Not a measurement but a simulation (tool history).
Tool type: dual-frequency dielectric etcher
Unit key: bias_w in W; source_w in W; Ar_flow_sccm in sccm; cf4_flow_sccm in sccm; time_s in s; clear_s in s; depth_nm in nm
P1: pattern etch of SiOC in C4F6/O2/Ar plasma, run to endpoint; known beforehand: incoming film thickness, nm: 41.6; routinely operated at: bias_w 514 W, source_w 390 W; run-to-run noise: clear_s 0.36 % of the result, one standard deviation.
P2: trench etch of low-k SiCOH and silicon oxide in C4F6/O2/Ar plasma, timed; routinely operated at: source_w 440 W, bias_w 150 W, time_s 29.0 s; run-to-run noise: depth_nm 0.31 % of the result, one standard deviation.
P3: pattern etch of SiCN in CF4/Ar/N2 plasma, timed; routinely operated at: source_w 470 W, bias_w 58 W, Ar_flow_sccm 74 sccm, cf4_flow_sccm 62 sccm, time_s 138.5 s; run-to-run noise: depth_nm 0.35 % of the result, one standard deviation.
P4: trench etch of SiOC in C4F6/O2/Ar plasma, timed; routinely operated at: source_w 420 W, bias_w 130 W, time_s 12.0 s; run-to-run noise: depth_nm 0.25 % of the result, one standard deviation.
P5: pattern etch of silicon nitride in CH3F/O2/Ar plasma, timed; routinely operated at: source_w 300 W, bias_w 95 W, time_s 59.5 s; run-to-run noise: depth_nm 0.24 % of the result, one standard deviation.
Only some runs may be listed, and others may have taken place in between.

run     day  process  bias_w  source_w  Ar_flow_sccm  cf4_flow_sccm  time_s  hours since the last wet clean  hours since the last bias power generator calibration  hours since the last source power generator calibration  clear_s  depth_nm
  1   0.167       P1     514       390                                                                 72.0                                                  756.0                                                   2463.8   14.236
  2   0.404       P3      58       470            74             62   183.5                            77.7                                                  761.7                                                   2469.5            152.590
  3   0.642       P1     514       320                                                                 83.4                                                  767.4                                                   2475.2   15.299
  4   0.929       P3      38       470            74             62   138.5                            90.3                                                  774.3                                                   2482.1            101.630
  5   1.188       P2     150       440                                 42.0                            96.5                                                  780.5                                                   2488.3            131.830
  6   1.438       P1     619       470                                                                102.5                                                  786.5                                                   2494.3   12.358
  7   1.712       P1     514       520                                                                109.1                                                  793.1                                                   2500.9   12.767
  8   1.892       P1     694       390                                                                113.4                                                  797.4                                                   2505.2   12.666
  9   2.171       P2     150       440                                 29.0                           120.1                                                  804.1                                                   2511.9             90.878
 10   2.417       P1     514       390                                                                126.0                                                  810.0                                                   2517.8   14.176
 11   2.721       P1     514       390                                                                133.3                                                  817.3                                                   2525.1   14.189
 12   2.896       P5      95       300                                 84.5                           137.5                                                  821.5                                                   2529.3             58.702
 13   3.083       P5      95       400                                 59.5                           142.0                                                  826.0                                                   2533.8             45.956
 14   3.292       P5      95       300                                 59.5                           147.0                                                  831.0                                                   2538.8             41.315
 15   3.508       P1     514       390                                                                152.2                                                  836.2                                                   2544.0   14.184
 16   3.775       P2     150       440                                 29.0                           158.6                                                  842.6                                                   2550.4             91.050
 17   4.017       P1     328       290                                                                164.4                                                  848.4                                                   2556.2   18.742
 18   4.188       P1     355       390                                                                168.5                                                  852.5                                                   2560.3   16.276
 19   4.521       P3      58       470            74             86   138.5                           176.5                                                  860.5                                                   2568.3            120.590
 20   4.742       P4     130       420                                 12.0                           181.8                                                  865.8                                                   2573.6             23.101
 21   4.904       P3      58       470            74             62   138.5                           185.7                                                  869.7                                                   2577.5            115.060
 22   5.079       P5     132       300                                 59.5                           189.9                                                  873.9                                                   2581.7             46.911
 23   5.388       P3      58       270            74             62   138.5                           197.3                                                  881.3                                                   2589.1             70.431
 24   5.633       P2     150       620                                 29.0                           203.2                                                  887.2                                                   2595.0            104.060
 25   5.783       P4     130       420                                  8.0                           206.8                                                  890.8                                                   2598.6             15.400
 26   6.117       P1     514       390                                                                214.8                                                  898.8                                                   2606.6   14.140
 27   6.362       P5      95       300                                 59.5                           220.7                                                  904.7                                                   2612.5             41.247
 28   6.583       P1     514       390                                                                226.0                                                  910.0                                                   2617.8   14.277
 29   6.846       P1     514       390                                                                232.3                                                  916.3                                                   2624.1   14.231
 30   7.125       P4     130       580                                 12.0                           239.0                                                  923.0                                                   2630.8             26.297
      7.150  -- source power generator calibrated
 31   7.342       P3      58       470            74             62   138.5                           244.2                                                  928.2                                                      4.7            115.710
 32   7.517       P4     155       420                                 12.0                           248.4                                                  932.4                                                      8.9             24.350
 33   7.812       P2     203       440                                 29.0                           255.5                                                  939.5                                                     16.0            100.500
 34   8.096       P3      58       470            58             62   138.5                           262.3                                                  946.3                                                     22.8            119.180
 35   8.383       P1     514       390                                                                269.2                                                  953.2                                                     29.7   14.291
 36   8.683       P1     514       390                                                                276.4                                                  960.4                                                     36.9   14.332
 37   8.883       P1     514       390                                                                281.2                                                  965.2                                                     41.7   14.366
 38   9.050       P1     514       390                                                                285.2                                                  969.2                                                     45.7   14.460
      9.079  -- wet clean of the chamber
 39   9.204       P1     514       390                                                                  3.0                                                  972.9                                                     49.4   14.456
 40   9.512       P1     514       390                                                                 10.4                                                  980.3                                                     56.8   14.468
 41   9.842       P1     514       390                                                                 18.3                                                  988.2                                                     64.7   14.386
 42  10.071       P1     514       390                                                                 23.8                                                  993.7                                                     70.2   14.449

Compared with where it was, what P1 gives has crept away. Each cause listed below fits the log as well as the rest, at the size given for it:
A: bias power that arrives under what is set, % = 4.75
B: source power that arrives under what is set, % = 4.83
The process output started creeping at around day 8.383.
Why every other cause is out:
chamber walls in a state that lowers the etch rate, %: work on it at day 9.079, done after the drift set in, did not restore what the process gave before

The check runs listed below each take one wafer, and their results are still question marks. Under which run would the listed causes lead to clearly different results?
check 1  10.300       P5     131       300                                 76.0                                                                                                                                                                  ?
check 2  10.300       P3      58       300            74             62   138.5                                                                                                                                                                  ?
check 3  10.300       P4     130       480                                 12.0                                                                                                                                                                  ?
check 4  10.300       P2     150       510                                 29.0                                                                                                                                                                  ?

What each check would give under each cause:
  check    result    if A    if B
check 1  depth_nm  58.469  58.520
check 2  depth_nm  76.119  74.044
check 3  depth_nm  24.077  23.938
check 4  depth_nm  95.108  94.612
Gap, in per cent, between the two causes that each check separates least, read from the result that separates them most: check 1 0.09 %; check 2 2.76 %; check 3 0.58 %; check 4 0.52 %
Only in check 2 would the causes give clearly different results; in the remaining checks their results would be nearly the same.

Check 2 has now been run. It gave: depth_nm 75.897 nm. Which of the candidate causes is it?

The cause is A: bias power that arrives under what is set, %.
